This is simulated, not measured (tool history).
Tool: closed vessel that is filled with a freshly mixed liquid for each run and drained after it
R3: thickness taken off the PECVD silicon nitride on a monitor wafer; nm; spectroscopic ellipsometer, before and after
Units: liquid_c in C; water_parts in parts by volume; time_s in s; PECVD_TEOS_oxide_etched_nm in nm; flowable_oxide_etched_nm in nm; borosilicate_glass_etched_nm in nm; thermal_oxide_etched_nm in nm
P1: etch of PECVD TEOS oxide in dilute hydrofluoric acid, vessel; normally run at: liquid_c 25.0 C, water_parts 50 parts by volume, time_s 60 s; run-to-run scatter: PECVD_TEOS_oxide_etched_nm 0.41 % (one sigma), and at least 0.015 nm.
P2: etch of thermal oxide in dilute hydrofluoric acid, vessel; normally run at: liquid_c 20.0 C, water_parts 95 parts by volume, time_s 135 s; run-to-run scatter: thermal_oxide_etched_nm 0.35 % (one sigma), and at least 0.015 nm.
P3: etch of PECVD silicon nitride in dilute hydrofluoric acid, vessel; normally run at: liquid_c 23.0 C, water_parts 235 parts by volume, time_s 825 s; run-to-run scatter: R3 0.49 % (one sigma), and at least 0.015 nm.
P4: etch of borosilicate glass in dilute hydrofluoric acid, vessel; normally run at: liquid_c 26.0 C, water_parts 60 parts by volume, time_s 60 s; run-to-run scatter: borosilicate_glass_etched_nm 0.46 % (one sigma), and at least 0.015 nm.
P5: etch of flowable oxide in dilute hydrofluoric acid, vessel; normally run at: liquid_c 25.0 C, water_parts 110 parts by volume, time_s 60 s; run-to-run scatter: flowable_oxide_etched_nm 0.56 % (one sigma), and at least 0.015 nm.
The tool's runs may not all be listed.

Run 1, hour 12.0: process P1, liquid_c 25.0 C, water_parts 50 parts by volume, time_s 60 s. Result: PECVD_TEOS_oxide_etched_nm 14.0330 nm.
Run 2, hour 24.7: process P5, liquid_c 25.0 C, water_parts 110 parts by volume, time_s 105 s. Result: flowable_oxide_etched_nm 35.947 nm.
Run 3, hour 31.4: process P1, liquid_c 30.0 C, water_parts 50 parts by volume, time_s 60 s. Result: PECVD_TEOS_oxide_etched_nm 17.1270 nm.
Run 4, hour 38.4: process P1, liquid_c 25.0 C, water_parts 50 parts by volume, time_s 60 s. Result: PECVD_TEOS_oxide_etched_nm 14.0150 nm.
Run 5, hour 46.2: process P1, liquid_c 25.0 C, water_parts 50 parts by volume, time_s 30 s. Result: PECVD_TEOS_oxide_etched_nm 6.9518 nm.
Run 6, hour 58.8: process P1, liquid_c 25.0 C, water_parts 75 parts by volume, time_s 60 s. Result: PECVD_TEOS_oxide_etched_nm 9.0357 nm.
Run 7, hour 71.7: process P3, liquid_c 23.0 C, water_parts 235 parts by volume, time_s 1565 s. Result: R3 20.023 nm.
Run 8, hour 84.9: process P5, liquid_c 25.0 C, water_parts 110 parts by volume, time_s 60 s. Result: flowable_oxide_etched_nm 20.408 nm.
Run 9, hour 99.5: process P4, liquid_c 26.0 C, water_parts 60 parts by volume, time_s 60 s. Result: borosilicate_glass_etched_nm 25.286 nm.
Run 10, hour 113.9: process P1, liquid_c 25.0 C, water_parts 20 parts by volume, time_s 60 s. Result: PECVD_TEOS_oxide_etched_nm 36.0620 nm.
Run 11, hour 123.4: process P3, liquid_c 23.0 C, water_parts 235 parts by volume, time_s 825 s. Result: R3 10.538 nm.
Run 12, hour 132.0: process P2, liquid_c 20.0 C, water_parts 95 parts by volume, time_s 135 s. Result: thermal_oxide_etched_nm 6.1180 nm.
Run 13, hour 144.0: process P1, liquid_c 25.0 C, water_parts 50 parts by volume, time_s 60 s. Result: PECVD_TEOS_oxide_etched_nm 13.9480 nm.
Run 14, hour 156.9: process P1, liquid_c 25.0 C, water_parts 50 parts by volume, time_s 60 s. Result: PECVD_TEOS_oxide_etched_nm 14.0640 nm.
Run 15, hour 167.3: process P2, liquid_c 17.0 C, water_parts 95 parts by volume, time_s 135 s. Result: thermal_oxide_etched_nm 5.3776 nm.
Run 16, hour 175.8: process P1, liquid_c 32.0 C, water_parts 20 parts by volume, time_s 60 s. Result: PECVD_TEOS_oxide_etched_nm 48.3900 nm.
Run 17, hour 182.8: process P1, liquid_c 25.0 C, water_parts 50 parts by volume, time_s 115 s. Result: PECVD_TEOS_oxide_etched_nm 26.7900 nm.
Run 18, hour 192.6: process P3, liquid_c 23.0 C, water_parts 235 parts by volume, time_s 825 s. Result: R3 10.546 nm.
Run 19, hour 200.5: process P5, liquid_c 31.0 C, water_parts 110 parts by volume, time_s 60 s. Result: flowable_oxide_etched_nm 25.562 nm.
Run 20, hour 209.5: process P3, liquid_c 17.0 C, water_parts 235 parts by volume, time_s 825 s. Result: R3 7.140 nm.
Run 21, hour 216.2: process P5, liquid_c 25.0 C, water_parts 20 parts by volume, time_s 60 s. Result: flowable_oxide_etched_nm 126.210 nm.
Run 22, hour 229.4: process P4, liquid_c 18.0 C, water_parts 60 parts by volume, time_s 60 s. Result: borosilicate_glass_etched_nm 18.169 nm.
Run 23, hour 241.7: process P1, liquid_c 31.5 C, water_parts 50 parts by volume, time_s 90 s. Result: PECVD_TEOS_oxide_etched_nm 27.2680 nm.

Forecast run 24:
Run 24, hour 254.5: process P4, liquid_c 26.0 C, water_parts 60 parts by volume, time_s 85 s. Result: borosilicate_glass_etched_nm ?.

Run 24 gave borosilicate_glass_etched_nm 35.334 nm.
